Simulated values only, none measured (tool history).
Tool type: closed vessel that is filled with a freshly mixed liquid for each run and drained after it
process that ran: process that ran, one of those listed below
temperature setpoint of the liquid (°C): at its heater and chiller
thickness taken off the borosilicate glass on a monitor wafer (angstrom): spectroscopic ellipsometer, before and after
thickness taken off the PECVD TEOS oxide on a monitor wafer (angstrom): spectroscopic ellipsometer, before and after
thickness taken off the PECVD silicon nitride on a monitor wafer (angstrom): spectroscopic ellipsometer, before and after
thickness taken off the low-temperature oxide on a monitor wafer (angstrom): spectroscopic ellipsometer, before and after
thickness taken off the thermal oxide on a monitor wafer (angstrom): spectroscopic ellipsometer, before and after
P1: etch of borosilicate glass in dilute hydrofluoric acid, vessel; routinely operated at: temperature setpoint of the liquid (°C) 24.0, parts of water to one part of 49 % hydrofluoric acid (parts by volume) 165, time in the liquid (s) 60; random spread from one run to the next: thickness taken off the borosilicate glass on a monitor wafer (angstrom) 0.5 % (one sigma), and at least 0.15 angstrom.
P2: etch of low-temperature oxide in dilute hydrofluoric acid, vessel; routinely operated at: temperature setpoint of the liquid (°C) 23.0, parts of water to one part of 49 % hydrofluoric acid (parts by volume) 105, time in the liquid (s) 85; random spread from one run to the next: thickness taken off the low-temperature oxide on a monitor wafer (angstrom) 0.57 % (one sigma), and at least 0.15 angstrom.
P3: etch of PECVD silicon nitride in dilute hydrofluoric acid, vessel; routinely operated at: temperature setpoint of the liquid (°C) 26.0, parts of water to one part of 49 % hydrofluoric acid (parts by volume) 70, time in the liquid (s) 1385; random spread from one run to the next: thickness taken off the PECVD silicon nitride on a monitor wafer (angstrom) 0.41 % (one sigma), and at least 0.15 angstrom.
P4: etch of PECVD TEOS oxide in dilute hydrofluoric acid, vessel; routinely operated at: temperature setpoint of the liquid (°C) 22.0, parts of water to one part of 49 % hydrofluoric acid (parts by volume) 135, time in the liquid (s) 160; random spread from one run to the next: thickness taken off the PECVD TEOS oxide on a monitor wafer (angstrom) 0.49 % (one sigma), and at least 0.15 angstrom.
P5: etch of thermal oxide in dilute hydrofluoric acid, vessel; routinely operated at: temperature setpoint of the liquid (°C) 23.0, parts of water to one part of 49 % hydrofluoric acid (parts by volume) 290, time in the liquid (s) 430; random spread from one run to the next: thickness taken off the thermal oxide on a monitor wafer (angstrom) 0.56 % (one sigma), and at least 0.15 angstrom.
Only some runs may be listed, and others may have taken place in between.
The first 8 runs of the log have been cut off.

run,hour,process that ran,temperature setpoint of the liquid (°C),parts of water to one part of 49 % hydrofluoric acid (parts by volume),time in the liquid (s),thickness taken off the borosilicate glass on a monitor wafer (angstrom),thickness taken off the PECVD TEOS oxide on a monitor wafer (angstrom),thickness taken off the PECVD silicon nitride on a monitor wafer (angstrom),thickness taken off the low-temperature oxide on a monitor wafer (angstrom),thickness taken off the thermal oxide on a monitor wafer (angstrom)
9,81.4,P1,24.0,165,60,76.834,,,,
10,87.8,P3,26.0,70,2625,,,721.43,,
11,96.3,P2,18.5,105,85,,,,88.427,
12,105.3,P5,23.0,290,105,,,,,13.422
13,116.5,P1,17.5,165,60,60.017,,,,
14,126.4,P2,23.0,105,30,,,,37.403,
15,133.0,P1,30.5,165,60,99.117,,,,
16,143.7,P5,23.0,160,430,,,,,112.610
17,151.3,P2,23.0,105,85,,,,106.020,
18,158.0,P2,23.0,170,85,,,,61.088,
19,165.5,P5,23.0,290,430,,,,,54.371
20,172.5,P1,30.5,115,60,151.370,,,,
21,179.3,P3,26.0,115,1385,,,233.69,,
22,188.2,P1,24.0,165,60,77.382,,,,

Expected results for the next run?
23,199.2,P1,24.0,85,60,?,,,,

{"run 23": {"thickness taken off the borosilicate glass on a monitor wafer (angstrom)": 166.74}}

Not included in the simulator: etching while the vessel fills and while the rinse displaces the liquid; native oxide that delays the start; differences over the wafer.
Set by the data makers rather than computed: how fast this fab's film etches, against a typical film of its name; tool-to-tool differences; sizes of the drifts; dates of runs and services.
